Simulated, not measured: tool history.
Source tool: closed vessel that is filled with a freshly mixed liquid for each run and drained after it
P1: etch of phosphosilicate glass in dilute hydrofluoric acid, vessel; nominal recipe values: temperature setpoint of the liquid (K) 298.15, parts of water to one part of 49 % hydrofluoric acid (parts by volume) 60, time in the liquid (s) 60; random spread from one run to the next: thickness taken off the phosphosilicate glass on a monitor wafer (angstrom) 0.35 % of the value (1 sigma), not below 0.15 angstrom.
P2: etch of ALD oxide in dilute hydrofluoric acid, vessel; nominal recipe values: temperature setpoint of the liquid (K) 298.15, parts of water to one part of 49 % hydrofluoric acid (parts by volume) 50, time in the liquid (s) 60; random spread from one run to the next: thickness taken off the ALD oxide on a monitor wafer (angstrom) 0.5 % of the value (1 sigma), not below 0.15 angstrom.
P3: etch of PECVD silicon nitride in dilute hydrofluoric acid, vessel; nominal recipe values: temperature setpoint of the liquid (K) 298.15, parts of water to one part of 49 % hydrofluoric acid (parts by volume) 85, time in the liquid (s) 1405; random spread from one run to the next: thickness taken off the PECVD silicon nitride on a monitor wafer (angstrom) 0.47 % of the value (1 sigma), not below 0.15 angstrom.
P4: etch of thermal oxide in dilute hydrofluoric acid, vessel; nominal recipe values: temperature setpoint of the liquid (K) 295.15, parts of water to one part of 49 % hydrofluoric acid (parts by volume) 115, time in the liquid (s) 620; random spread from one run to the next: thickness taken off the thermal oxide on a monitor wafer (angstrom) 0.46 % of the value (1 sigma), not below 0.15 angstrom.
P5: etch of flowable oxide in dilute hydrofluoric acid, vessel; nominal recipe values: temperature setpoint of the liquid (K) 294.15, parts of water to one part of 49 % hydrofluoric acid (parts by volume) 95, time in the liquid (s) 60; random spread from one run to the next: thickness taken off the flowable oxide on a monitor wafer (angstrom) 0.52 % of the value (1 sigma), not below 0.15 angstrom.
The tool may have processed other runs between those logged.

run   hour  process that ran  temperature setpoint of the liquid (K)  parts of water to one part of 49 % hydrofluoric acid (parts by volume)  time in the liquid (s)  hours since the thermometer was replaced  hours since the hydrofluoric acid flow meter was replaced  thickness taken off the phosphosilicate glass on a monitor wafer (angstrom)  thickness taken off the thermal oxide on a monitor wafer (angstrom)  thickness taken off the ALD oxide on a monitor wafer (angstrom)  thickness taken off the flowable oxide on a monitor wafer (angstrom)  thickness taken off the PECVD silicon nitride on a monitor wafer (angstrom)
  1    8.2                P1                                  298.15                                                                      60                      60                                    1437.6                                                      389.7                                                                       668.62
  2   17.2                P4                                  295.15                                                                     115                      90                                    1446.6                                                      398.7                                                                                                                                            34.232
  3   24.2                P1                                  293.65                                                                      85                      60                                    1453.6                                                      405.7                                                                       377.32
  4   34.4                P1                                  298.15                                                                      60                      60                                    1463.8                                                      415.9                                                                       668.37
  5   49.3                P1                                  291.15                                                                      85                      60                                    1478.7                                                      430.8                                                                       339.94
  6   57.5                P1                                  298.15                                                                      60                      60                                    1486.9                                                        439                                                                       668.84
  7     70                P4                                  295.15                                                                     115                     620                                    1499.4                                                      451.5                                                                                                                                             236.2
  8   77.5                P2                                  298.15                                                                      50                      60                                    1506.9                                                        459                                                                                                                                                                                                             221.14
  9   91.4                P1                                  298.15                                                                      60                      60                                    1520.8                                                      472.9                                                                          666
 10   99.5                P5                                  294.15                                                                     140                      60                                    1528.9                                                        481                                                                                                                                                                                                                                                                                   94.697
 11  112.2                P1                                  294.65                                                                      60                      60                                    1541.6                                                      493.7                                                                        576.8
 12  120.3                P1                                  298.15                                                                      60                      95                                    1549.7                                                      501.8                                                                       1057.1
 13    129                P5                                  294.15                                                                      95                      30                                    1558.4                                                      510.5                                                                                                                                                                                                                                                                                   74.333
 14  140.2                P2                                  291.15                                                                      50                      60                                    1569.6                                                      521.7                                                                                                                                                                                                              164.3
 15  150.5                P5                                  290.15                                                                      95                      60                                    1579.9                                                        532                                                                                                                                                                                                                                                                                   125.46
 16  163.9                P1                                  298.15                                                                      20                      30                                    1593.3                                                      545.4                                                                       1051.1
 17  172.6                P1                                  298.15                                                                      30                      60                                      1602                                                      554.1                                                                       1380.2
 18  181.6                P1                                  298.15                                                                      60                      30                                      1611                                                      563.1                                                                       331.52
 19  194.7                P3                                  298.15                                                                      85                    1405                                    1624.1                                                      576.2                                                                                                                                                                                                                                                                                                                                                                339.64
 20  202.3                P1                                  298.15                                                                     105                      60                                    1631.7                                                      583.8                                                                        360.9
 21  210.8                P4                                  299.65                                                                     115                     620                                    1640.2                                                      592.3                                                                                                                                            281.57
 22  224.3                P3                                  298.15                                                                      85                    1405                                    1653.7                                                      605.8                                                                                                                                                                                                                                                                                                                                                                342.58
 23  234.6                P1                                  305.15                                                                      60                      60                                      1664                                                      616.1                                                                       878.95
 24  244.5                P5                                  294.15                                                                      95                      60                                    1673.9                                                        626                                                                                                                                                                                                                                                                                   146.74
 25  258.9                P3                                  298.15                                                                      85                     270                                    1688.3                                                      640.4                                                                                                                                                                                                                                                                                                                                                                65.743
 26  269.5                P3                                  292.15                                                                      85                    1405                                    1698.9                                                        651                                                                                                                                                                                                                                                                                                                                                                 228.5
 27  284.9                P2                                  298.15                                                                      50                      95                                    1714.3                                                      666.4                                                                                                                                                                                                             352.38
 28  297.4                P1                                  298.15                                                                      60                      60                                    1726.8                                                      678.9                                                                       667.17
 29  307.3                P3                                  298.15                                                                     130                    1405                                    1736.7                                                      688.8                                                                                                                                                                                                                                                                                                                                                                223.53
 30  321.9                P4                                  295.15                                                                     215                     620                                    1751.3                                                      703.4                                                                                                                                            114.22
 31    333                P2                                  298.15                                                                      30                      60                                    1762.4                                                      714.5                                                                                                                                                                                                             377.07
 32  346.8                P1                                  298.15                                                                      60                      60                                    1776.2                                                      728.3                                                                        664.8
 33    356                P1                                  298.15                                                                      60                      60                                    1785.4                                                      737.5                                                                       646.12
 34  371.6                P1                                  298.15                                                                      60                      60                                      1801                                                      753.1                                                                       633.37
 35  382.9                P1                                  298.15                                                                      60                      60                                    1812.3                                                      764.4                                                                       623.73
 36  389.8                P1                                  298.15                                                                      60                      60                                    1819.2                                                      771.3                                                                       623.27
 37  403.1                P1                                  298.15                                                                      60                      60                                    1832.5                                                      784.6                                                                       623.53
 38  410.1                P1                                  298.15                                                                      60                      60                                    1839.5                                                      791.6                                                                       617.76
 39  424.7                P1                                  298.15                                                                      60                      60                                    1854.1                                                      806.2                                                                       614.85
 40  439.6                P1                                  298.15                                                                      60                      60                                      1869                                                      821.1                                                                       614.82
 41  453.8                P1                                  298.15                                                                      60                      60                                    1883.2                                                      835.3                                                                       612.96

The output of P1 has drifted from where it used to be. Each of the 2 causes below, taken at the size shown beside it, accounts for the log equally well:
A: hydrofluoric acid flow below the setpoint (%) = 7.1
B: liquid colder than its thermometer reads (K) = 1.96
Creep in the process output first set in at about hour 346.8.

4 check runs are offered, one wafer each, their results left as question marks. Which one tells the causes apart?
check 1   468                P2                                  298.15                                                                      50                      60                                                                                                                                                                                                                                                                                                                       ?
check 2   468                P4                                  295.15                                                                     115                     620                                                                                                                                                                                                                                                      ?
check 3   468                P5                                  294.15                                                                      95                      60                                                                                                                                                                                                                                                                                                                                                                                             ?
check 4   468                P3                                  298.15                                                                      85                    1405                                                                                                                                                                                                                                                                                                                                                                                                                                                                          ?

What each check would give under each cause:
  check                                                                       result    if A    if B
check 1              thickness taken off the ALD oxide on a monitor wafer (angstrom)  204.42  204.04
check 2          thickness taken off the thermal oxide on a monitor wafer (angstrom)  218.31  219.33
check 3         thickness taken off the flowable oxide on a monitor wafer (angstrom)  136.21  136.37
check 4  thickness taken off the PECVD silicon nitride on a monitor wafer (angstrom)  318.06  300.39
Minimum pairwise separation of causes per check, each pair taken at its best-separating result: check 1 0.18 %; check 2 0.47 %; check 3 0.12 %; check 4 5.72 %
Check 4 distinguishes between the causes, while the remaining checks would return nearly the same result for all of them.

Here is what check 4 returned: thickness taken off the PECVD silicon nitride on a monitor wafer (angstrom) 315.76. Which cause is it?

It was cause A: hydrofluoric acid flow below the setpoint (%).

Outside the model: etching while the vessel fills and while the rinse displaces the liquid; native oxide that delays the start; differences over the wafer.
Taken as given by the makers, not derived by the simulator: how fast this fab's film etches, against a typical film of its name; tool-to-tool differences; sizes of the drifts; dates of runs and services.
